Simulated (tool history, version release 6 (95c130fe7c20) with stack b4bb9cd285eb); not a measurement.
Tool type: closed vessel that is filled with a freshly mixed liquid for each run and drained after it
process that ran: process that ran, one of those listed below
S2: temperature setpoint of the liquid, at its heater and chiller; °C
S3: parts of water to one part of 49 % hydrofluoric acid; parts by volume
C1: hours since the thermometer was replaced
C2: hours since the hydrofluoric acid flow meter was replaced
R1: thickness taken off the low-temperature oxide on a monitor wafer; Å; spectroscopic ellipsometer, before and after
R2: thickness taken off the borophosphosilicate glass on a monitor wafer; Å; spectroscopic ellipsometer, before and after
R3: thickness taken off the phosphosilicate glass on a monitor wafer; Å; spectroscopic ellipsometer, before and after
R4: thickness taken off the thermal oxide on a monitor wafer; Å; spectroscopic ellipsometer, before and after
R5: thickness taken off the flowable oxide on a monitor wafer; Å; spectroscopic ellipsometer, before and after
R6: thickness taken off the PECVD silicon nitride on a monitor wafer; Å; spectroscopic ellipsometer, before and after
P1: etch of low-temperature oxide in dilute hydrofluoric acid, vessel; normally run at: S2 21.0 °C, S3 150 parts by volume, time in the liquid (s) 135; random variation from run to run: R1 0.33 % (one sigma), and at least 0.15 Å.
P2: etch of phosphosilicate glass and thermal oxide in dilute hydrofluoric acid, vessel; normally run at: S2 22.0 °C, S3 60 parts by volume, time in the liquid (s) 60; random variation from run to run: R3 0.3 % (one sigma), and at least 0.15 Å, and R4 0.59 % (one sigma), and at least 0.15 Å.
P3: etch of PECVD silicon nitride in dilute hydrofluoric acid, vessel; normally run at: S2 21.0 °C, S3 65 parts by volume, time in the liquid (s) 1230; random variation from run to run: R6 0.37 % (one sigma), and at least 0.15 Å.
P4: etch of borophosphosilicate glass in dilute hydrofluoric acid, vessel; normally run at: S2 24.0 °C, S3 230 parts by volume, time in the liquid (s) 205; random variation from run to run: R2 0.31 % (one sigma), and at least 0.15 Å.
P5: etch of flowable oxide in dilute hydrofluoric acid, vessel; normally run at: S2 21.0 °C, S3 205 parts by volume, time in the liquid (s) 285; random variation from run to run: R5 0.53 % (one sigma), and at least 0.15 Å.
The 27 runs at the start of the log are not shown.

Run 28, hour 339.7: process that ran P1, S2 21.0 °C, S3 245 parts by volume, time in the liquid (s) 220; C1 1257.7; C2 1748.0. Result: R1 121.170 Å.
Run 29, hour 352.6: process that ran P3, S2 21.0 °C, S3 65 parts by volume, time in the liquid (s) 1230; C1 1270.6; C2 1760.9. Result: R6 593.56 Å.
Run 30, hour 360.2: process that ran P2, S2 22.0 °C, S3 100 parts by volume, time in the liquid (s) 60; C1 1278.2; C2 1768.5. Result: R3 1028.4 Å, R4 26.268 Å.
Run 31, hour 371.5: process that ran P1, S2 26.5 °C, S3 150 parts by volume, time in the liquid (s) 260; C1 1289.5; C2 1779.8. Result: R1 317.800 Å.
Run 32, hour 384.5: process that ran P1, S2 21.0 °C, S3 150 parts by volume, time in the liquid (s) 135; C1 1302.5; C2 1792.8. Result: R1 134.400 Å.
Run 33, hour 395.2: process that ran P1, S2 21.0 °C, S3 150 parts by volume, time in the liquid (s) 135; C1 1313.2; C2 1803.5. Result: R1 130.630 Å.
Run 34, hour 404.7: process that ran P1, S2 21.0 °C, S3 150 parts by volume, time in the liquid (s) 135; C1 1322.7; C2 1813.0. Result: R1 128.410 Å.
Run 35, hour 420.1: process that ran P1, S2 21.0 °C, S3 150 parts by volume, time in the liquid (s) 135; C1 1338.1; C2 1828.4. Result: R1 126.220 Å.

Run 36 comes next. What will it give?
Run 36, hour 429.0: process that ran P1, S2 21.0 °C, S3 150 parts by volume, time in the liquid (s) 135; C1 1347.0; C2 1837.3. Result: R1 ?.

{"run 36": {"R1": 126.17}}

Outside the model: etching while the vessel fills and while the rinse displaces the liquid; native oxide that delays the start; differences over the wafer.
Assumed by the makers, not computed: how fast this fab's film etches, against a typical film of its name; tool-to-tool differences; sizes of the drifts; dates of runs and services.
